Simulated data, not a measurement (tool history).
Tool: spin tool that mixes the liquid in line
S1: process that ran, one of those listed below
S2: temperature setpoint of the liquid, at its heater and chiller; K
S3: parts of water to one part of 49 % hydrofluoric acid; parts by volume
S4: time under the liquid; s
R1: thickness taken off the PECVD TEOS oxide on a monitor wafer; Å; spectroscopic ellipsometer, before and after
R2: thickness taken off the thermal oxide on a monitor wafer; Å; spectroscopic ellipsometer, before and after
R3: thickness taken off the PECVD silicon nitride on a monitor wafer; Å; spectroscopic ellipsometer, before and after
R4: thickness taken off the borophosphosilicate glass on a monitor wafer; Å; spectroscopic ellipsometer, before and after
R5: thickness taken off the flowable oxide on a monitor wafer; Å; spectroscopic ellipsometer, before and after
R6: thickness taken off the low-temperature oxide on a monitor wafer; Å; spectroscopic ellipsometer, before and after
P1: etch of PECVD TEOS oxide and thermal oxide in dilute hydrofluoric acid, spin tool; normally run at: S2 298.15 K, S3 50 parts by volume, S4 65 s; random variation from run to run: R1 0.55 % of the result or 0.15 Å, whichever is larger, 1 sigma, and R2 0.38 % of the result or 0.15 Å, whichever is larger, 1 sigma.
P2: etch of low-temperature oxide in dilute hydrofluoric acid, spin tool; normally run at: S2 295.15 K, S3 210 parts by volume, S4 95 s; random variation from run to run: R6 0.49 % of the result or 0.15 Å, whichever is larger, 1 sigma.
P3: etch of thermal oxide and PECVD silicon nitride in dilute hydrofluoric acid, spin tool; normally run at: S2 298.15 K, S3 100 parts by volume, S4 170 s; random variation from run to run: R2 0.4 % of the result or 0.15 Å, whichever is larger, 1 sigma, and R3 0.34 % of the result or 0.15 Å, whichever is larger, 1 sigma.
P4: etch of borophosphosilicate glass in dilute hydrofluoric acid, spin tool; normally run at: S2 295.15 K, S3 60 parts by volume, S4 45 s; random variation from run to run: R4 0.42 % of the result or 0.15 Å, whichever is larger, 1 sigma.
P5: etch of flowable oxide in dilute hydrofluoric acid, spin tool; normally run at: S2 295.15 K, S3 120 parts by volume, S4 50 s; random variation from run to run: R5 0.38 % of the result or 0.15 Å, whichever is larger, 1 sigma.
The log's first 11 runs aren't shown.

| run | day | S1 | S2 | S3 | S4 | R1 | R2 | R3 | R4 | R5 | R6 |
|---|---|---|---|---|---|---|---|---|---|---|---|
| 12 | 3.9 | P1 | 293.65 | 50 | 65 | 345.45 | 56.469 |  |  |  |  |
|  | 4.008 | thermometer replaced |
| 13 | 4.4 | P1 | 298.15 | 50 | 15 | 95.905 | 15.735 |  |  |  |  |
| 14 | 4.671 | P2 | 295.15 | 210 | 95 |  |  |  |  |  | 70.832 |
| 15 | 4.988 | P3 | 298.15 | 100 | 170 |  | 78.046 | 62.009 |  |  |  |
| 16 | 5.404 | P1 | 298.15 | 25 | 65 | 855.45 | 142.24 |  |  |  |  |
| 17 | 5.733 | P2 | 290.15 | 210 | 95 |  |  |  |  |  | 58.495 |
| 18 | 6.133 | P3 | 302.65 | 100 | 170 |  | 93.258 | 83.462 |  |  |  |
| 19 | 6.525 | P4 | 303.15 | 60 | 45 |  |  |  | 259.96 |  |  |
| 20 | 6.888 | P1 | 291.65 | 75 | 65 | 205.9 | 33.652 |  |  |  |  |
| 21 | 7.246 | P1 | 298.15 | 75 | 65 | 266.31 | 44.08 |  |  |  |  |
| 22 | 7.492 | P5 | 295.15 | 120 | 50 |  |  |  |  | 112.96 |  |
| 23 | 7.954 | P5 | 295.15 | 120 | 95 |  |  |  |  | 212.49 |  |
| 24 | 8.404 | P1 | 298.15 | 50 | 65 | 414.54 | 68.12 |  |  |  |  |
| 25 | 8.858 | P3 | 298.15 | 45 | 170 |  | 186.19 | 137.05 |  |  |  |
| 26 | 9.212 | P1 | 298.15 | 50 | 65 | 414.71 | 68.398 |  |  |  |  |
| 27 | 9.512 | P2 | 295.15 | 210 | 180 |  |  |  |  |  | 132.62 |
| 28 | 9.742 | P1 | 292.65 | 50 | 105 | 534.16 | 87.303 |  |  |  |  |
| 29 | 10.088 | P4 | 295.15 | 105 | 45 |  |  |  | 102.9 |  |  |
| 30 | 10.579 | P1 | 298.15 | 50 | 65 | 416.46 | 68.013 |  |  |  |  |

Forecast run 31:
| 31 | 11.083 | P1 | 298.15 | 50 | 65 | ? | ? |  |  |  |  |

R1: 416.05 Å
R2: 68.207 Å

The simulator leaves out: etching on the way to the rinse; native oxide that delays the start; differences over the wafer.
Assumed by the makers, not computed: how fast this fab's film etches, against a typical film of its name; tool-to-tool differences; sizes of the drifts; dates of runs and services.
